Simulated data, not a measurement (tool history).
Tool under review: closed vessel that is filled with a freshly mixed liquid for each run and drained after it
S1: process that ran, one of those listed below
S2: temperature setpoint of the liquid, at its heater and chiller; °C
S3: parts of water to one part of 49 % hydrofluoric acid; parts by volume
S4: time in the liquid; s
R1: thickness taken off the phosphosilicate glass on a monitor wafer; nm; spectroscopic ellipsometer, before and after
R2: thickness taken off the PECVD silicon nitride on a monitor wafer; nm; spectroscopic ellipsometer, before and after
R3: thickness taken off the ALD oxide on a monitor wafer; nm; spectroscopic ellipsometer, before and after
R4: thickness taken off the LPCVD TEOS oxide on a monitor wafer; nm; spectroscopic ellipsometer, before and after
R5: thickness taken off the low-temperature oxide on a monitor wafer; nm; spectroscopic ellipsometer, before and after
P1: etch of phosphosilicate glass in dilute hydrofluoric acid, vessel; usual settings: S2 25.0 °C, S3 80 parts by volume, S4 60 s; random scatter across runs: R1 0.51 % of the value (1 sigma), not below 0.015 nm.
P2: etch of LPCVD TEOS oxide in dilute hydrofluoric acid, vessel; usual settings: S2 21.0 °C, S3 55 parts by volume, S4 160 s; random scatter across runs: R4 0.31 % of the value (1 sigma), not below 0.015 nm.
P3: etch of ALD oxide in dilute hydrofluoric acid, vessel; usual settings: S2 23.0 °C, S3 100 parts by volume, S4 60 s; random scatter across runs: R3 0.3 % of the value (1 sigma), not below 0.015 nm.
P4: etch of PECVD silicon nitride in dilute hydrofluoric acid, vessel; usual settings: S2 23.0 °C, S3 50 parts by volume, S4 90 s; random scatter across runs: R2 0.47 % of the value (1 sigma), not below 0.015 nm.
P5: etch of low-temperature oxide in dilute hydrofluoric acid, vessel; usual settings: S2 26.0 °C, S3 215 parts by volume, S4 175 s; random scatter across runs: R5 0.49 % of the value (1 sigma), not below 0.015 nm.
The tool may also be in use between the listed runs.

run	day	S1	S2	S3	S4	R1	R2	R3	R4	R5
1	0.379	P1	25.0	80	60	60.217				
2	0.858	P1	25.0	80	60	60.751				
3	1.175	P4	23.0	80	90		5.3371			
4	1.629	P1	25.0	130	60	35.001				
5	2.112	P1	32.5	80	60	81.739				
6	2.492	P3	23.0	100	30			5.7992		
7	2.850	P1	25.0	80	60	59.896				
8	3.225	P2	21.0	20	160				128.0500	
9	3.671	P4	17.0	50	90		5.6003			
10	4.138	P3	23.0	100	60			11.6230		
# day 4.617: hydrofluoric acid flow meter replaced
11	4.633	P2	21.0	55	160				44.7470	
12	5.071	P1	20.0	80	60	49.392				
13	5.567	P1	25.0	40	60	126.910				
14	6.054	P5	26.0	215	65					4.5322
15	6.354	P5	26.0	30	175					109.0500
16	6.862	P3	23.0	100	60			11.6680		
17	7.250	P5	26.0	215	175					12.0730
18	7.788	P3	23.0	165	60			6.5418		
19	8.275	P4	23.0	50	30		2.8325			
20	8.750	P2	21.0	55	30				8.3667	
21	9.188	P1	25.0	80	60	60.246				
22	9.471	P1	25.0	45	30	56.672				
23	9.900	P2	28.5	55	160				60.6320	
24	10.275	P1	25.0	80	60	59.994				
25	10.646	P1	25.0	80	60	60.291				
26	11.208	P4	23.0	50	90		8.4889			
27	11.767	P3	19.0	100	60			9.8613		
28	12.096	P5	21.0	215	175					10.0910
29	12.550	P1	25.0	80	30	30.049				
30	13.017	P1	25.0	80	60	60.562				
31	13.529	P1	25.0	80	95	96.034				
32	13.904	P1	25.0	80	60	60.530				
33	14.438	P1	25.0	80	60	57.499				
34	14.688	P1	25.0	80	60	56.923				
35	14.938	P1	25.0	80	60	55.569				
36	15.212	P1	25.0	80	60	56.328				
37	15.558	P1	25.0	80	60	56.210				
38	15.975	P1	25.0	80	60	55.669				
39	16.342	P1	25.0	80	60	56.192				

Something has made what P1 gives creep away from where it was; the 2 causes below, each at its own stated size, fit the log equally well:
A: hydrofluoric acid flow below the setpoint (%) = 7.12
B: liquid colder than its thermometer reads (K) = 2.04
The creep began at about day 13.904.

Below are 4 check runs, each on a single wafer, with their results shown as question marks. Which of them would tell the listed causes apart, meaning the causes would give clearly different results under it?
check 1	16.708	P2	27.5	55	30				?	
check 2	16.708	P5	26.0	45	70					?
check 3	16.708	P3	23.0	155	30			?		
check 4	16.708	P4	17.0	50	30		?			

Check results expected under each cause:
check	result	if A	if B
check 1	R4	10.0970	10.0760
check 2	R5	26.2980	26.1680
check 3	R3	3.2338	3.2585
check 4	R2	1.7333	1.6088
Distance between the nearest two causes, measured in the result of the check that separates them most: check 1 0.2 %; check 2 0.5 %; check 3 0.76 %; check 4 7.46 %
Only check 4 tells the causes apart: in the others they would give nearly the same result.

Then check 4 was run and gave: R2 1.7300 nm. Which cause is it?

The correct cause is A, namely: hydrofluoric acid flow below the setpoint (%).
